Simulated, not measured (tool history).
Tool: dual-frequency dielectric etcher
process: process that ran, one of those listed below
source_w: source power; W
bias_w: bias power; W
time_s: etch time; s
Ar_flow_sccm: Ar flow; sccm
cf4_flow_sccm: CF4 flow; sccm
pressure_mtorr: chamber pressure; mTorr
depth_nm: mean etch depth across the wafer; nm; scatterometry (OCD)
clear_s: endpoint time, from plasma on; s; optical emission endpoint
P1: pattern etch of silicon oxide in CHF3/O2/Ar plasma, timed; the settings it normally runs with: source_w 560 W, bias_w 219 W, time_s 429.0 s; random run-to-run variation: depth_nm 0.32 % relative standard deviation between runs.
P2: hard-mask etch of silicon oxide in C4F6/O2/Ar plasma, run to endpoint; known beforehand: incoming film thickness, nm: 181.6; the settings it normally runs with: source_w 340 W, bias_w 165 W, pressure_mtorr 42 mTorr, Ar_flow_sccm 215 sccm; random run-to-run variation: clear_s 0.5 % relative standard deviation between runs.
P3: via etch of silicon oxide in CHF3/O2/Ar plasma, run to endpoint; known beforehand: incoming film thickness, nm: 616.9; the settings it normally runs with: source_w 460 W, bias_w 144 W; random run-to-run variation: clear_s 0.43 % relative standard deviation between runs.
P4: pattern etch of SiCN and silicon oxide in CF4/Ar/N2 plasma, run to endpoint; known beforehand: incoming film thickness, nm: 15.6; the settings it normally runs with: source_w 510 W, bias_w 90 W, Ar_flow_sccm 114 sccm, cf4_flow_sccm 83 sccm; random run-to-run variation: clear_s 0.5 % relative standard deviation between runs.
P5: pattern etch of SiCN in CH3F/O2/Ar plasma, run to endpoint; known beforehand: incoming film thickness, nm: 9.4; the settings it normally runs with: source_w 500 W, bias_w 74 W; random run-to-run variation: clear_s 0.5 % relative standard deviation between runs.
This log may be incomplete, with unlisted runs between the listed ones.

run	hour	process	source_w	bias_w	time_s	Ar_flow_sccm	cf4_flow_sccm	pressure_mtorr	depth_nm	clear_s
1	7.9	P1	560	219	429.0				910.86	
2	16.3	P5	500	74						23.046
3	20.7	P1	560	219	429.0				902.13	
4	28.7	P5	500	48						26.775
5	34.8	P4	400	90		114	83			18.402
6	40.6	P1	560	219	297.5				632.11	
7	45.3	P1	740	219	429.0				1012.10	
8	49.1	P3	460	144						374.020
9	56.4	P1	350	219	429.0				762.48	
10	61.9	P1	710	219	236.0				544.74	
11	70.5	P1	560	173	429.0				841.65	
12	75.8	P2	340	229		215		42		58.569
13	83.6	P2	250	165		215		42		72.427
14	90.1	P4	510	90		114	102			14.520
15	98.3	P3	290	144						444.980
16	105.4	P4	510	114		114	83			13.744
17	114.0	P2	340	165		215		42		64.330
18	120.3	P1	420	177	429.0				757.05	
19	125.0	P2	340	165		135		42		61.440
20	130.5	P4	510	90		114	83			14.757
21	138.1	P4	510	90		71	83			13.951
22	143.4	P5	330	74						27.140
23	148.0	P1	560	219	429.0				911.90	
24	155.9	P2	340	165		215		42		65.292
25	162.3	P5	500	74						23.193
26	168.4	P1	560	285	429.0				992.12	
27	173.7	P1	400	163	429.0				723.89	
28	180.8	P1	560	219	429.0				910.64	
29	184.8	P3	460	204						330.490
30	190.0	P1	560	219	543.0				1153.60	
31	198.3	P2	340	165		215		50		66.274
32	202.2	P1	560	219	429.0				908.41	
33	210.4	P1	560	219	429.0				898.94	
34	215.5	P1	560	219	429.0				898.44	
35	220.0	P1	560	219	429.0				902.59	
# hour 221.5: wet clean of the chamber
36	226.1	P1	560	219	429.0				893.47	
37	234.0	P1	560	219	429.0				897.86	
38	239.6	P1	560	219	429.0				892.23	
39	245.1	P1	560	219	429.0				894.39	

Compared with where it was, what P1 gives has crept away. Each cause listed below fits the log as well as the rest, at the size given for it:
A: source power that arrives under what is set, % = 4.2
B: bias power that arrives under what is set, % = 4.53
Onset of the creep was near hour 202.2.
Every other cause this tool's parts could produce, and why it does not fit the log:
chamber walls in a state that lowers the etch rate, %: serviced at hour 221.5, which brought nothing back

Of the 4 check runs below, each run on 3 wafers with the results averaged and each result still a question mark, which one would tell the listed causes apart?
check 1	250.6	P3	460	182						?
check 2	250.6	P4	420	90		86	83			?
check 3	250.6	P2	340	206		150		42		?
check 4	250.6	P5	370	74						?

Predicted outcomes, by check and by cause:
check	result	if A	if B
check 1	clear_s	351.780	351.620
check 2	clear_s	17.689	17.302
check 3	clear_s	59.219	59.139
check 4	clear_s	26.313	26.324
Separation of the two closest causes in each check, using whichever result separates them best: check 1 0.05 %; check 2 2.21 %; check 3 0.13 %; check 4 0.04 %
Check 2 tells the causes apart: in the others they would give nearly the same result.

Then check 2 was run and gave: clear_s 17.751 s. Which cause is it?

A is the cause: source power that arrives under what is set, %.
